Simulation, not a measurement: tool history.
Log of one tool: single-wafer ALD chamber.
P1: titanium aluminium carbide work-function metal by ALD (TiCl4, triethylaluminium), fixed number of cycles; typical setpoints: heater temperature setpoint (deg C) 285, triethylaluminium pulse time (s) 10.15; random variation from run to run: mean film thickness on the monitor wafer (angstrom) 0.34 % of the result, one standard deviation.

run	day	heater temperature setpoint (deg C)	triethylaluminium pulse time (s)	hours since the last thermocouple change	hours since the last triethylaluminium bottle change	mean film thickness on the monitor wafer (angstrom)
1	0.575	285	10.15	186.7	988.4	18.641
2	0.917	310	10.15	194.9	996.6	20.643
3	1.346	285	14.09	205.2	1006.9	18.97
4	1.8	285	10.15	216.1	1017.8	18.589
5	2.35	264	10.15	229.3	1031	16.86
6	2.879	300	7.17	242	1043.7	18.784
7	3.229	285	4.23	250.4	1052.1	14.667
8	3.783	305	13.87	263.7	1065.4	20.794
9	4.208	285	10.15	273.9	1075.6	18.461
10	4.812	272	6.29	288.4	1090.1	15.955
11	5.162	285	10.15	296.8	1098.5	18.51
12	5.642	285	10.15	308.3	1110	18.669
13	5.908	285	10.15	314.7	1116.4	18.567
14	6.296	285	10.15	324	1125.7	18.5
15	6.562	285	10.15	330.4	1132.1	18.452
16	7.096	285	10.15	343.2	1144.9	18.318
17	7.579	285	10.15	354.8	1156.5	18.399
18	7.996	285	10.15	364.8	1166.5	18.327
19	8.433	285	10.15	375.3	1177	18.3
20	8.742	285	10.15	382.7	1184.4	18.29
21	9.146	285	10.15	392.4	1194.1	18.298
22	9.5	285	10.15	400.9	1202.6	18.237
23	10.008	285	10.15	413.1	1214.8	18.328
24	10.546	285	10.15	426	1227.7	18.276

Compared with where it was, what P1 gives has crept away. Each cause listed below fits the log as well as the rest, at the size given for it:
A: triethylaluminium dose below that of a fresh bottle (%) = 12.5
B: wafer temperature below the value expected at the setpoint (K) = 3.73
The gradual shift began around day 5.908.

Which of the 4 check runs listed below separates the causes, so that each cause would produce a clearly different result? Each run uses one wafer, and its results are marked with question marks.
check 1	11.083	301	10.15			?
check 2	11.083	267	5.8			?
check 3	11.083	269	10.15			?
check 4	11.083	304	10.15			?

Check results expected under each cause:
check	result	if A	if B
check 1	mean film thickness on the monitor wafer (angstrom)	19.604	19.623
check 2	mean film thickness on the monitor wafer (angstrom)	14.531	14.93
check 3	mean film thickness on the monitor wafer (angstrom)	16.928	16.911
check 4	mean film thickness on the monitor wafer (angstrom)	19.859	19.882
Minimum pairwise separation of causes per check, each pair taken at its best-separating result: check 1 0.1 %; check 2 2.71 %; check 3 0.1 %; check 4 0.12 %
Check 2 tells the causes apart: in the others they would give nearly the same result.

Check 2 was carried out, with these results: mean film thickness on the monitor wafer (angstrom) 14.516. Which of the listed causes is responsible?

The cause is A: triethylaluminium dose below that of a fresh bottle (%).

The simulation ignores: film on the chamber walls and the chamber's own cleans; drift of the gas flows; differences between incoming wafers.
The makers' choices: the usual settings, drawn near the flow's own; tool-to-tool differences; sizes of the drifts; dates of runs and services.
